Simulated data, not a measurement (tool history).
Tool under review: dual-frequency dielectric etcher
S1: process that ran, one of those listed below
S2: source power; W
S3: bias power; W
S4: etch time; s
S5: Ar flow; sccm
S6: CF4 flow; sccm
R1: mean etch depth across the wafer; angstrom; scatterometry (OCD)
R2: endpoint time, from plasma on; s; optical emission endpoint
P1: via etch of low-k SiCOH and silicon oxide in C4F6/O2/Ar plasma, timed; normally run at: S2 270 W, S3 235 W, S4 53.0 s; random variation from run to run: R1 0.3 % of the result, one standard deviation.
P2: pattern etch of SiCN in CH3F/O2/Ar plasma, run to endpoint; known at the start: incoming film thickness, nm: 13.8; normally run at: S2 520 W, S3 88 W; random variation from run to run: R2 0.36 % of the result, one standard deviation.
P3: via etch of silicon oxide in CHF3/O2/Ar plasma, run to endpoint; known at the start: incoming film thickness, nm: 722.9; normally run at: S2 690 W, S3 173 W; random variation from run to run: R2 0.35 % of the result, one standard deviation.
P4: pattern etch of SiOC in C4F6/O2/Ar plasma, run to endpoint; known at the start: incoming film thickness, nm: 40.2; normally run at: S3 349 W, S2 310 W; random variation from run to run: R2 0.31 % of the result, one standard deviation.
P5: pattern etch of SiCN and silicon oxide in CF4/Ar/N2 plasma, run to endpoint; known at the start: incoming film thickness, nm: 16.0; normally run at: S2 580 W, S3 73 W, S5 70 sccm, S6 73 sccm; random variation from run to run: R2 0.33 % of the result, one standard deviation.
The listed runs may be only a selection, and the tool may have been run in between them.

run 1 hour=3.3 | S1=P1 S2=270 S3=235 S4=53.0 | R1=1378.70
run 2 hour=9.2 | S1=P1 S2=270 S3=235 S4=53.0 | R1=1381.30
run 3 hour=13.5 | S1=P2 S2=730 S3=88 | R2=27.784
-- hour=17.1 wet clean of the chamber
run 4 hour=19.0 | S1=P4 S2=180 S3=349 | R2=21.286
run 5 hour=22.9 | S1=P4 S2=310 S3=349 | R2=17.511
run 6 hour=27.8 | S1=P1 S2=270 S3=235 S4=53.0 | R1=1375.90
run 7 hour=35.0 | S1=P1 S2=270 S3=235 S4=53.0 | R1=1380.40
run 8 hour=38.2 | S1=P1 S2=270 S3=235 S4=53.0 | R1=1383.00
run 9 hour=43.2 | S1=P2 S2=520 S3=107 | R2=29.334
run 10 hour=49.3 | S1=P1 S2=270 S3=235 S4=53.0 | R1=1377.40
run 11 hour=53.6 | S1=P2 S2=520 S3=88 | R2=31.523
run 12 hour=60.8 | S1=P3 S2=690 S3=173 | R2=353.050
run 13 hour=66.1 | S1=P5 S2=580 S3=73 S5=92 S6=73 | R2=14.618
run 14 hour=71.4 | S1=P5 S2=580 S3=73 S5=70 S6=73 | R2=14.170
run 15 hour=77.5 | S1=P3 S2=690 S3=121 | R2=393.940
run 16 hour=84.7 | S1=P1 S2=270 S3=235 S4=75.5 | R1=1963.60
run 17 hour=90.0 | S1=P1 S2=350 S3=235 S4=53.0 | R1=1529.30
run 18 hour=95.9 | S1=P3 S2=840 S3=173 | R2=327.560
run 19 hour=99.5 | S1=P5 S2=580 S3=73 S5=70 S6=73 | R2=14.114
run 20 hour=104.7 | S1=P4 S2=310 S3=209 | R2=20.714
run 21 hour=110.5 | S1=P5 S2=580 S3=73 S5=70 S6=102 | R2=13.481
run 22 hour=116.9 | S1=P1 S2=270 S3=301 S4=31.0 | R1=886.56
run 23 hour=121.7 | S1=P5 S2=750 S3=73 S5=70 S6=73 | R2=11.204
run 24 hour=126.7 | S1=P3 S2=690 S3=173 | R2=351.840
run 25 hour=133.7 | S1=P1 S2=200 S3=235 S4=53.0 | R1=1227.90
run 26 hour=138.4 | S1=P1 S2=270 S3=235 S4=32.0 | R1=831.02
run 27 hour=143.9 | S1=P1 S2=270 S3=145 S4=53.0 | R1=1174.40
run 28 hour=149.2 | S1=P5 S2=580 S3=44 S5=70 S6=73 | R2=16.345
run 29 hour=154.6 | S1=P1 S2=270 S3=235 S4=53.0 | R1=1382.00
run 30 hour=159.8 | S1=P1 S2=270 S3=306 S4=53.0 | R1=1510.20
run 31 hour=163.1 | S1=P1 S2=270 S3=235 S4=53.0 | R1=1376.10
run 32 hour=167.7 | S1=P1 S2=270 S3=235 S4=53.0 | R1=1372.30
run 33 hour=173.6 | S1=P1 S2=270 S3=235 S4=53.0 | R1=1371.90
run 34 hour=179.2 | S1=P1 S2=270 S3=235 S4=53.0 | R1=1361.90
run 35 hour=183.7 | S1=P1 S2=270 S3=235 S4=53.0 | R1=1355.50
run 36 hour=190.6 | S1=P1 S2=270 S3=235 S4=53.0 | R1=1362.60
run 37 hour=197.6 | S1=P1 S2=270 S3=235 S4=53.0 | R1=1366.60
-- hour=202.2 wet clean of the chamber
run 38 hour=204.2 | S1=P1 S2=270 S3=235 S4=53.0 | R1=1357.90
run 39 hour=211.3 | S1=P1 S2=270 S3=235 S4=53.0 | R1=1365.10
run 40 hour=218.2 | S1=P1 S2=270 S3=235 S4=53.0 | R1=1357.90
run 41 hour=224.8 | S1=P1 S2=270 S3=235 S4=53.0 | R1=1354.40
run 42 hour=231.7 | S1=P1 S2=270 S3=235 S4=53.0 | R1=1361.40

What P1 gives has crept away from where it was. These 2 causes fit the log equally well, each at the size given:
A: source power that arrives under what is set, % = 3.83
B: bias power that arrives under what is set, % = 4.27
The onset of the drift is placed at about hour 163.1.
Every other cause this tool's parts could produce, and why it does not fit the log:
chamber walls in a state that lowers the etch rate, %: serviced at hour 202.2, after the change had begun; the process did not return to its earlier output

Each of the check runs listed below is run on 2 wafers and reports their average, with the results left as question marks. Pick the one under which the possible causes would lead to clearly different results.
run check 1 hour=238.6 | S1=P3 S2=690 S3=145 | R2=?
run check 2 hour=238.6 | S1=P4 S2=190 S3=265 | R2=?
run check 3 hour=238.6 | S1=P2 S2=690 S3=103 | R2=?
run check 4 hour=238.6 | S1=P5 S2=580 S3=46 S5=70 S6=73 | R2=?

What each check would give under each cause:
check=check_1 result=R2 if_A=379.580 if_B=379.060
check=check_2 result=R2 if_A=23.444 if_B=23.460
check=check_3 result=R2 if_A=27.122 if_B=27.159
check=check_4 result=R2 if_A=16.757 if_B=16.371
Per check, the gap between the least separated pair of causes, taken in the result that splits them most: check 1 0.14 %; check 2 0.07 %; check 3 0.14 %; check 4 2.33 %
The causes can be told apart only by check 4. The other checks would give nearly the same results under each of them.

Check 4 was then run and gave: R2 16.359 s. Which cause is it?

The correct cause is B, namely: bias power that arrives under what is set, %.

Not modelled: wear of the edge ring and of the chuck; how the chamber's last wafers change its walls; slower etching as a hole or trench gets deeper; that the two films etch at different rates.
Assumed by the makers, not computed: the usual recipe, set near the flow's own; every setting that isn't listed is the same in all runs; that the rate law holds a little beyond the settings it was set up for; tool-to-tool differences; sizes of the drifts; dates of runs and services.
